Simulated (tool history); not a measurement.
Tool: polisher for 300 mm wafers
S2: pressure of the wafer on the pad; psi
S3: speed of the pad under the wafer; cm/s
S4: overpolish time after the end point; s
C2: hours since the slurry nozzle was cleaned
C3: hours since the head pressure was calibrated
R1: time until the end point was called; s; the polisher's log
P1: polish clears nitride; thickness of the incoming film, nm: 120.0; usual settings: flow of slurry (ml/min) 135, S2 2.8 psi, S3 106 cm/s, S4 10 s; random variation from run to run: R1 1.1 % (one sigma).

run 1 hour=4.1 | flow_of_slurry_(ml/min)=135 S2=2.8 S3=106 S4=10 | wafers_polished_on_this_pad=868 C2=278.4 C3=848.1 | R1=140.550
run 2 hour=11.1 | flow_of_slurry_(ml/min)=135 S2=2.8 S3=106 S4=20 | wafers_polished_on_this_pad=904 C2=285.4 C3=855.1 | R1=142.940
run 3 hour=16.8 | flow_of_slurry_(ml/min)=135 S2=2.8 S3=134 S4=10 | wafers_polished_on_this_pad=932 C2=291.1 C3=860.8 | R1=111.000
run 4 hour=23.7 | flow_of_slurry_(ml/min)=135 S2=2.8 S3=106 S4=10 | wafers_polished_on_this_pad=967 C2=298.0 C3=867.7 | R1=140.090
run 5 hour=32.4 | flow_of_slurry_(ml/min)=135 S2=1.3 S3=106 S4=10 | wafers_polished_on_this_pad=1011 C2=306.7 C3=876.4 | R1=300.400
run 6 hour=39.9 | flow_of_slurry_(ml/min)=135 S2=2.8 S3=106 S4=10 | wafers_polished_on_this_pad=1048 C2=314.2 C3=883.9 | R1=141.270
run 7 hour=44.6 | flow_of_slurry_(ml/min)=105 S2=2.8 S3=106 S4=18 | wafers_polished_on_this_pad=1072 C2=318.9 C3=888.6 | R1=149.730
run 8 hour=48.7 | flow_of_slurry_(ml/min)=135 S2=2.8 S3=106 S4=3 | wafers_polished_on_this_pad=1093 C2=323.0 C3=892.7 | R1=138.860
run 9 hour=56.8 | flow_of_slurry_(ml/min)=210 S2=2.8 S3=106 S4=10 | wafers_polished_on_this_pad=1133 C2=331.1 C3=900.8 | R1=128.970
run 10 hour=63.5 | flow_of_slurry_(ml/min)=135 S2=2.8 S3=106 S4=10 | wafers_polished_on_this_pad=1167 C2=337.8 C3=907.5 | R1=139.950
run 11 hour=70.4 | flow_of_slurry_(ml/min)=135 S2=4.3 S3=106 S4=10 | wafers_polished_on_this_pad=1202 C2=344.7 C3=914.4 | R1=90.688
run 12 hour=79.3 | flow_of_slurry_(ml/min)=135 S2=2.8 S3=58 S4=10 | wafers_polished_on_this_pad=1246 C2=353.6 C3=923.3 | R1=256.480
run 13 hour=88.3 | flow_of_slurry_(ml/min)=135 S2=4.0 S3=106 S4=15 | wafers_polished_on_this_pad=1292 C2=362.6 C3=932.3 | R1=98.655
run 14 hour=93.2 | flow_of_slurry_(ml/min)=135 S2=2.8 S3=106 S4=10 | wafers_polished_on_this_pad=1316 C2=367.5 C3=937.2 | R1=137.650
run 15 hour=98.0 | flow_of_slurry_(ml/min)=80 S2=2.8 S3=106 S4=10 | wafers_polished_on_this_pad=1340 C2=372.3 C3=942.0 | R1=157.730
run 16 hour=105.9 | flow_of_slurry_(ml/min)=135 S2=2.8 S3=106 S4=10 | wafers_polished_on_this_pad=1380 C2=380.2 C3=949.9 | R1=141.480
run 17 hour=110.5 | flow_of_slurry_(ml/min)=135 S2=2.8 S3=106 S4=10 | wafers_polished_on_this_pad=1403 C2=384.8 C3=954.5 | R1=139.990
run 18 hour=116.4 | flow_of_slurry_(ml/min)=135 S2=2.8 S3=106 S4=10 | wafers_polished_on_this_pad=1433 C2=390.7 C3=960.4 | R1=143.810
run 19 hour=121.6 | flow_of_slurry_(ml/min)=135 S2=2.8 S3=106 S4=10 | wafers_polished_on_this_pad=1459 C2=395.9 C3=965.6 | R1=152.760
-- hour=125.3 head pressure recalibrated
run 20 hour=128.1 | flow_of_slurry_(ml/min)=135 S2=2.8 S3=106 S4=10 | wafers_polished_on_this_pad=1492 C2=402.4 C3=2.9 | R1=151.520
run 21 hour=137.1 | flow_of_slurry_(ml/min)=135 S2=2.8 S3=106 S4=10 | wafers_polished_on_this_pad=1537 C2=411.4 C3=11.9 | R1=151.850
run 22 hour=144.7 | flow_of_slurry_(ml/min)=135 S2=2.8 S3=106 S4=10 | wafers_polished_on_this_pad=1575 C2=419.0 C3=19.5 | R1=155.320
run 23 hour=151.7 | flow_of_slurry_(ml/min)=135 S2=2.8 S3=106 S4=10 | wafers_polished_on_this_pad=1611 C2=426.0 C3=26.5 | R1=158.450

What P1 gives has crept away from where it was. These 2 causes fit the log equally well, each at the size given:
A: removal rate lost through wear of the pad, % = 10.6
B: slurry flow missing at the pad, % = 37.5
The creep began at about hour 110.5.
Why every other cause is out:
head's pressure below its setpoint, %: serviced at hour 125.3, which brought nothing back

4 check runs are offered, each on 2 wafers whose results are averaged, their results left as question marks. Which one tells the causes apart?
run check 1 hour=158.7 | flow_of_slurry_(ml/min)=135 S2=4.3 S3=106 S4=3 | R1=?
run check 2 hour=158.7 | flow_of_slurry_(ml/min)=80 S2=3.9 S3=106 S4=10 | R1=?
run check 3 hour=158.7 | flow_of_slurry_(ml/min)=135 S2=1.6 S3=64 S4=10 | R1=?
run check 4 hour=158.7 | flow_of_slurry_(ml/min)=135 S2=3.9 S3=106 S4=19 | R1=?

What each check would give under each cause:
check=check_1 result=R1 if_A=101.430 if_B=101.440
check=check_2 result=R1 if_A=127.110 if_B=135.370
check=check_3 result=R1 if_A=451.470 if_B=451.530
check=check_4 result=R1 if_A=111.830 if_B=111.850
How far apart the two closest causes lie, in the result that separates them most: check 1 0.01 %; check 2 6.3 %; check 3 0.01 %; check 4 0.01 %
Check 2 tells the causes apart: in the others they would give nearly the same result.

Check 2 was then run and gave: R1 125.840 s. Which cause is it?

It is A: removal rate lost through wear of the pad, %.
